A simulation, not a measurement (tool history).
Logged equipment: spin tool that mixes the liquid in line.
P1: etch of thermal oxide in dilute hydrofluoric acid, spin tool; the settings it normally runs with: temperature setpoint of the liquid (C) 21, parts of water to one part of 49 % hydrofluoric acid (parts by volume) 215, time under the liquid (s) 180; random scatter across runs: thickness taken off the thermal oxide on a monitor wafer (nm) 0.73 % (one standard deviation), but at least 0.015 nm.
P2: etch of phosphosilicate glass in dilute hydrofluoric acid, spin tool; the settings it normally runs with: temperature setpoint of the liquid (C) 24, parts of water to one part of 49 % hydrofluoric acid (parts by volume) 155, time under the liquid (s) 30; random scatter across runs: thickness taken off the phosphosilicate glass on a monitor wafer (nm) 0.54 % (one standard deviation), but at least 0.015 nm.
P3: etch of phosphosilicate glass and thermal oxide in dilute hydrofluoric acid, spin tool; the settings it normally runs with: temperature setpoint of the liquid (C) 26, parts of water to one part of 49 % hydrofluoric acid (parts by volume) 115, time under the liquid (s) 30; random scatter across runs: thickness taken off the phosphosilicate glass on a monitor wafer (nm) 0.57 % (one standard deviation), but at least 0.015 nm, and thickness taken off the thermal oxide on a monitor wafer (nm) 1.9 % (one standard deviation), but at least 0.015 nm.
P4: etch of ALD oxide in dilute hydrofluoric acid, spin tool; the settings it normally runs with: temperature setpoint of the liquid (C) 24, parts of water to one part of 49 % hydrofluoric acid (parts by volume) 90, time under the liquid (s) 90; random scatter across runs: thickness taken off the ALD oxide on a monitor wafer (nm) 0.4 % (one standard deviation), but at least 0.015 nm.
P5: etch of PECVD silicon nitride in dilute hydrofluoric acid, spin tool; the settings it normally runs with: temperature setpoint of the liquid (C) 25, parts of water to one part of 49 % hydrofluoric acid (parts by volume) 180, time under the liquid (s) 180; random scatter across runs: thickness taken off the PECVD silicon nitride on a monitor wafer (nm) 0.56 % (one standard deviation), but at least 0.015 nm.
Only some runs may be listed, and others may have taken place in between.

run	hour	process that ran	temperature setpoint of the liquid (C)	parts of water to one part of 49 % hydrofluoric acid (parts by volume)	time under the liquid (s)	hours since the thermometer was replaced	hours since the hydrofluoric acid flow meter was replaced	thickness taken off the thermal oxide on a monitor wafer (nm)	thickness taken off the PECVD silicon nitride on a monitor wafer (nm)	thickness taken off the phosphosilicate glass on a monitor wafer (nm)	thickness taken off the ALD oxide on a monitor wafer (nm)
1	8.1	P1	21	215	180	458.4	211.1	3.1467			
2	14.3	P1	21	315	180	464.6	217.3	1.9796			
3	19.3	P5	25	180	180	469.6	222.3		5.4027		
4	23.3	P1	21	215	180	473.6	226.3	3.1323			
5	29	P2	24	155	30	479.3	232			20.961	
6	33.4	P1	17	95	180	483.7	236.4	6.9483			
7	40.5	P5	25	305	180	490.8	243.5		3.2285		
8	45.8	P1	21	215	35	496.1	248.8	0.62871			
9	53.4	P5	20.5	180	180	503.7	256.4		4.052		
10	59.7	P2	24	155	30	510	262.7			20.866	
11	64.2	P1	21	215	180	514.5	267.2	3.168			
12	71	P1	21	65	180	521.3	274	12.29			
13	77.6	P2	28	155	30	527.9	280.6			23.924	
14	83.2	P1	21	215	180	533.5	286.2	3.1657			
15	87.9	P1	17	215	180	538.2	290.9	2.6999			
16	91.4	P3	26	45	30	541.7	294.4	3.8369		61.827	
17	97.3	P1	27.5	215	180	547.6	300.3	3.9446			
18	103.4	P3	26	115	65	553.7	306.4	2.9188		47.277	
19	108.8	P4	24	90	90	559.1	311.8				11.571
20	112.9	P2	24	230	30	563.2	315.9			12.826	
21	118.2	P3	26	115	30	568.5	321.2	1.3452		21.921	
22	125.1	P1	21	215	305	575.4	328.1	5.3854			
23	132.2	P3	26	115	30	582.5	335.2	1.3499		21.935	
24	138	P2	24	155	55	588.3	341			38.056	
25	145.9	P3	18	115	30	596.2	348.9	1.0068		16.039	
26	152.6	P4	24	90	145	602.9	355.6				18.685
27	157.2	P4	32.5	90	90	607.5	360.2				15.96
28	162.2	P5	25	180	180	612.5	365.2		5.4086		
29	166.2	P4	24	125	90	616.5	369.2				7.9868
30	172.6	P5	25	180	320	622.9	375.6		9.5376		
31	178.9	P1	21	215	180	629.2	381.9	3.1764			
32	186.8	P1	21	215	180	637.1	389.8	3.2072			
33	193.7	P1	21	215	180	644	396.7	3.3054			
34	200.7	P1	21	215	180	651	403.7	3.3738			
35	204.4	P1	21	215	180	654.7	407.4	3.3162			
36	208.6	P1	21	215	180	658.9	411.6	3.366			
37	215.3	P1	21	215	180	665.6	418.3	3.377			
38	221.8	P1	21	215	180	672.1	424.8	3.3931			
39	226.2	P1	21	215	180	676.5	429.2	3.3623			

Compared with where it was, what P1 gives has crept away. Each cause listed below fits the log as well as the rest, at the size given for it:
A: liquid hotter than its thermometer reads (K) = 1.69
B: hydrofluoric acid flow above the setpoint (%) = 5.37
Creep in the process output first set in at about hour 186.8.

Which of the 4 check runs listed below separates the causes, so that each cause would produce a clearly different result? Each run uses one wafer, and its results are marked with question marks.
check 1	230.6	P3	26	115	30			?		?	
check 2	230.6	P4	24	90	90						?
check 3	230.6	P2	24	155	30					?	
check 4	230.6	P5	25	180	180				?		

What each check would give under each cause:
check	result	if A	if B
check 1	thickness taken off the thermal oxide on a monitor wafer (nm)	1.4453	1.4384
check 1	thickness taken off the phosphosilicate glass on a monitor wafer (nm)	23.426	23.315
check 2	thickness taken off the ALD oxide on a monitor wafer (nm)	12.366	12.257
check 3	thickness taken off the phosphosilicate glass on a monitor wafer (nm)	22.121	22.065
check 4	thickness taken off the PECVD silicon nitride on a monitor wafer (nm)	6.0357	5.7188
Smallest distance between any two causes, each pair judged by its most separating result, in per cent: check 1 0.48 %; check 2 0.89 %; check 3 0.25 %; check 4 5.39 %
Check 4 distinguishes between the causes, while the remaining checks would return nearly the same result for all of them.

Then check 4 was run and gave: thickness taken off the PECVD silicon nitride on a monitor wafer (nm) 5.9923. Which cause is it?

The correct cause is A, namely: liquid hotter than its thermometer reads (K).
